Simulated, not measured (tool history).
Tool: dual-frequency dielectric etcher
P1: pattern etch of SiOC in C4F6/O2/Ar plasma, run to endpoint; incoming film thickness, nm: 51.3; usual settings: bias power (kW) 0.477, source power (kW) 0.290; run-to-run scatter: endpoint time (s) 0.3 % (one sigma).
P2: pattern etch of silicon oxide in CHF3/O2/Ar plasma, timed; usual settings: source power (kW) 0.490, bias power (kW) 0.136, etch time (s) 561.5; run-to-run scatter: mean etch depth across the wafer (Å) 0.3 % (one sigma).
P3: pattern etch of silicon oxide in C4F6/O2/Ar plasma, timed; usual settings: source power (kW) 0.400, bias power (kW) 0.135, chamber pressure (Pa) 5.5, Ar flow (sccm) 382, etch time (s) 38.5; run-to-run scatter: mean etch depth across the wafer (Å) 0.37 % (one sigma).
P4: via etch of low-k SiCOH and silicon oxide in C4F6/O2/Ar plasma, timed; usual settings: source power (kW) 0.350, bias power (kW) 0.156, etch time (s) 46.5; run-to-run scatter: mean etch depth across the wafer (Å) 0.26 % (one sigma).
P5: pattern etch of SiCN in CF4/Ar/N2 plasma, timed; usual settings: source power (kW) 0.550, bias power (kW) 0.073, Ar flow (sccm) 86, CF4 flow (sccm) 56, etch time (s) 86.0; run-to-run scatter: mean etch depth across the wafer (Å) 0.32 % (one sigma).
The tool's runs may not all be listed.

| run | hour | process that ran | bias power (kW) | source power (kW) | etch time (s) | Ar flow (sccm) | CF4 flow (sccm) | chamber pressure (Pa) | hours since the last wet clean | hours since the last bias power generator calibration | hours since the last source power generator calibration | endpoint time (s) | mean etch depth across the wafer (Å) |
|---|---|---|---|---|---|---|---|---|---|---|---|---|---|
| 1 | 7.6 | P1 | 0.477 | 0.290 |  |  |  |  | 405.7 | 1830.3 | 1562.5 | 20.447 |  |
| 2 | 14.0 | P4 | 0.156 | 0.250 | 46.5 |  |  |  | 412.1 | 1836.7 | 1568.9 |  | 973.38 |
| 3 | 22.5 | P4 | 0.156 | 0.350 | 46.5 |  |  |  | 420.6 | 1845.2 | 1577.4 |  | 1106.40 |
| 4 | 28.0 | P5 | 0.073 | 0.680 | 86.0 | 86 | 56 |  | 426.1 | 1850.7 | 1582.9 |  | 993.41 |
| 5 | 33.7 | P2 | 0.136 | 0.490 | 561.5 |  |  |  | 431.8 | 1856.4 | 1588.6 |  | 9565.20 |
| 6 | 39.9 | P2 | 0.136 | 0.360 | 561.5 |  |  |  | 438.0 | 1862.6 | 1594.8 |  | 8521.40 |
| 7 | 50.5 | P1 | 0.477 | 0.290 |  |  |  |  | 448.6 | 1873.2 | 1605.4 | 20.328 |  |
| 8 | 58.4 | P3 | 0.135 | 0.400 | 38.5 | 493 |  | 5.5 | 456.5 | 1881.1 | 1613.3 |  | 1010.60 |
| 9 | 69.1 | P3 | 0.135 | 0.400 | 52.0 | 382 |  | 5.5 | 467.2 | 1891.8 | 1624.0 |  | 1412.90 |
| 10 | 77.3 | P2 | 0.136 | 0.490 | 421.5 |  |  |  | 475.4 | 1900.0 | 1632.2 |  | 7166.80 |
| 11 | 85.3 | P1 | 0.477 | 0.290 |  |  |  |  | 483.4 | 1908.0 | 1640.2 | 20.534 |  |
| 12 | 91.5 | P3 | 0.135 | 0.400 | 38.5 | 382 |  | 7.3 | 489.6 | 1914.2 | 1646.4 |  | 1013.80 |
| 13 | 101.9 | P4 | 0.095 | 0.350 | 46.5 |  |  |  | 500.0 | 1924.6 | 1656.8 |  | 953.46 |
| 14 | 111.3 | P5 | 0.073 | 0.550 | 86.0 | 86 | 56 |  | 509.4 | 1934.0 | 1666.2 |  | 829.62 |
| 15 | 116.4 | P5 | 0.073 | 0.550 | 122.0 | 86 | 56 |  | 514.5 | 1939.1 | 1671.3 |  | 1178.80 |
| 16 | 122.6 | P5 | 0.073 | 0.550 | 86.0 | 104 | 56 |  | 520.7 | 1945.3 | 1677.5 |  | 809.34 |
| 17 | 133.1 | P1 | 0.477 | 0.200 |  |  |  |  | 531.2 | 1955.8 | 1688.0 | 23.507 |  |
| 18 | 141.0 | P3 | 0.178 | 0.400 | 38.5 | 382 |  | 5.5 | 539.1 | 1963.7 | 1695.9 |  | 1129.30 |
| 19 | 150.0 | P3 | 0.135 | 0.510 | 38.5 | 382 |  | 5.5 | 548.1 | 1972.7 | 1704.9 |  | 1148.70 |
| 20 | 161.3 | P4 | 0.156 | 0.350 | 59.5 |  |  |  | 559.4 | 1984.0 | 1716.2 |  | 1416.30 |
| 21 | 172.4 | P3 | 0.135 | 0.400 | 38.5 | 382 |  | 5.5 | 570.5 | 1995.1 | 1727.3 |  | 1039.40 |
| 22 | 178.0 | P2 | 0.136 | 0.490 | 561.5 |  |  |  | 576.1 | 2000.7 | 1732.9 |  | 9525.80 |
| 23 | 186.5 | P5 | 0.073 | 0.550 | 86.0 | 86 | 56 |  | 584.6 | 2009.2 | 1741.4 |  | 827.04 |
| 24 | 196.8 | P5 | 0.091 | 0.550 | 86.0 | 86 | 56 |  | 594.9 | 2019.5 | 1751.7 |  | 901.31 |
| 25 | 205.3 | P1 | 0.477 | 0.290 |  |  |  |  | 603.4 | 2028.0 | 1760.2 | 20.538 |  |
| 26 | 213.0 | P1 | 0.379 | 0.290 |  |  |  |  | 611.1 | 2035.7 | 1767.9 | 22.333 |  |
| 27 | 224.2 | P1 | 0.477 | 0.290 |  |  |  |  | 622.3 | 2046.9 | 1779.1 | 20.472 |  |
| 28 | 235.1 | P2 | 0.097 | 0.490 | 561.5 |  |  |  | 633.2 | 2057.8 | 1790.0 |  | 8632.70 |
| 29 | 240.9 | P1 | 0.477 | 0.400 |  |  |  |  | 639.0 | 2063.6 | 1795.8 | 18.165 |  |
| 30 | 248.0 | P1 | 0.619 | 0.290 |  |  |  |  | 646.1 | 2070.7 | 1802.9 | 18.492 |  |
| 31 | 257.4 | P4 | 0.156 | 0.350 | 46.5 |  |  |  | 655.5 | 2080.1 | 1812.3 |  | 1099.60 |
| 32 | 264.4 | P1 | 0.307 | 0.360 |  |  |  |  | 662.5 | 2087.1 | 1819.3 | 22.156 |  |
| 33 | 274.9 | P5 | 0.073 | 0.550 | 86.0 | 86 | 76 |  | 673.0 | 2097.6 | 1829.8 |  | 868.66 |
| 34 | 281.6 | P1 | 0.477 | 0.290 |  |  |  |  | 679.7 | 2104.3 | 1836.5 | 20.429 |  |
| 35 | 291.1 | P1 | 0.477 | 0.290 |  |  |  |  | 689.2 | 2113.8 | 1846.0 | 20.576 |  |
| 36 | 298.1 | P1 | 0.477 | 0.290 |  |  |  |  | 696.2 | 2120.8 | 1853.0 | 20.554 |  |
| 37 | 308.3 | P1 | 0.477 | 0.290 |  |  |  |  | 706.4 | 2131.0 | 1863.2 | 20.648 |  |
| 38 | 318.3 | P1 | 0.477 | 0.290 |  |  |  |  | 716.4 | 2141.0 | 1873.2 | 20.725 |  |
| 39 | 327.1 | P1 | 0.477 | 0.290 |  |  |  |  | 725.2 | 2149.8 | 1882.0 | 20.820 |  |
| 40 | 335.5 | P1 | 0.477 | 0.290 |  |  |  |  | 733.6 | 2158.2 | 1890.4 | 20.892 |  |
|  | 338.2 | wet clean of the chamber |
| 41 | 343.6 | P1 | 0.477 | 0.290 |  |  |  |  | 5.4 | 2166.3 | 1898.5 | 20.752 |  |
| 42 | 353.4 | P1 | 0.477 | 0.290 |  |  |  |  | 15.2 | 2176.1 | 1908.3 | 20.890 |  |
| 43 | 359.8 | P1 | 0.477 | 0.290 |  |  |  |  | 21.6 | 2182.5 | 1914.7 | 20.778 |  |
| 44 | 366.1 | P1 | 0.477 | 0.290 |  |  |  |  | 27.9 | 2188.8 | 1921.0 | 20.790 |  |
| 45 | 374.8 | P1 | 0.477 | 0.290 |  |  |  |  | 36.6 | 2197.5 | 1929.7 | 20.860 |  |

What P1 gives has crept away from where it was. These 2 causes fit the log equally well, each at the size given:
A: bias power that arrives under what is set, % = 3.99
B: source power that arrives under what is set, % = 4.08
The creep began at about hour 291.1.
Why every other cause is out:
chamber walls in a state that lowers the etch rate, %: serviced at hour 338.2, which brought nothing back

4 check runs are offered, one wafer each, their results left as question marks. Which one tells the causes apart?
| check 1 | 383.5 | P3 | 0.135 | 0.400 | 38.5 | 382 |  | 5.5 |  |  |  |  | ? |
| check 2 | 383.5 | P2 | 0.136 | 0.490 | 561.5 |  |  |  |  |  |  |  | ? |
| check 3 | 383.5 | P4 | 0.156 | 0.350 | 46.5 |  |  |  |  |  |  |  | ? |
| check 4 | 383.5 | P5 | 0.073 | 0.550 | 86.0 | 86 | 56 |  |  |  |  |  | ? |

What each check would give under each cause:
| check | result | if A | if B |
|---|---|---|---|
| check 1 | mean etch depth across the wafer (Å) | 1030.40 | 1025.80 |
| check 2 | mean etch depth across the wafer (Å) | 9465.70 | 9436.50 |
| check 3 | mean etch depth across the wafer (Å) | 1092.20 | 1088.10 |
| check 4 | mean etch depth across the wafer (Å) | 816.44 | 798.25 |
How far apart the two closest causes lie, in the result that separates them most: check 1 0.45 %; check 2 0.31 %; check 3 0.38 %; check 4 2.25 %
Only check 4 tells the causes apart: in the others they would give nearly the same result.

Check 4 was then run and gave: mean etch depth across the wafer (Å) 798.04. Which cause is it?

It is B: source power that arrives under what is set, %.

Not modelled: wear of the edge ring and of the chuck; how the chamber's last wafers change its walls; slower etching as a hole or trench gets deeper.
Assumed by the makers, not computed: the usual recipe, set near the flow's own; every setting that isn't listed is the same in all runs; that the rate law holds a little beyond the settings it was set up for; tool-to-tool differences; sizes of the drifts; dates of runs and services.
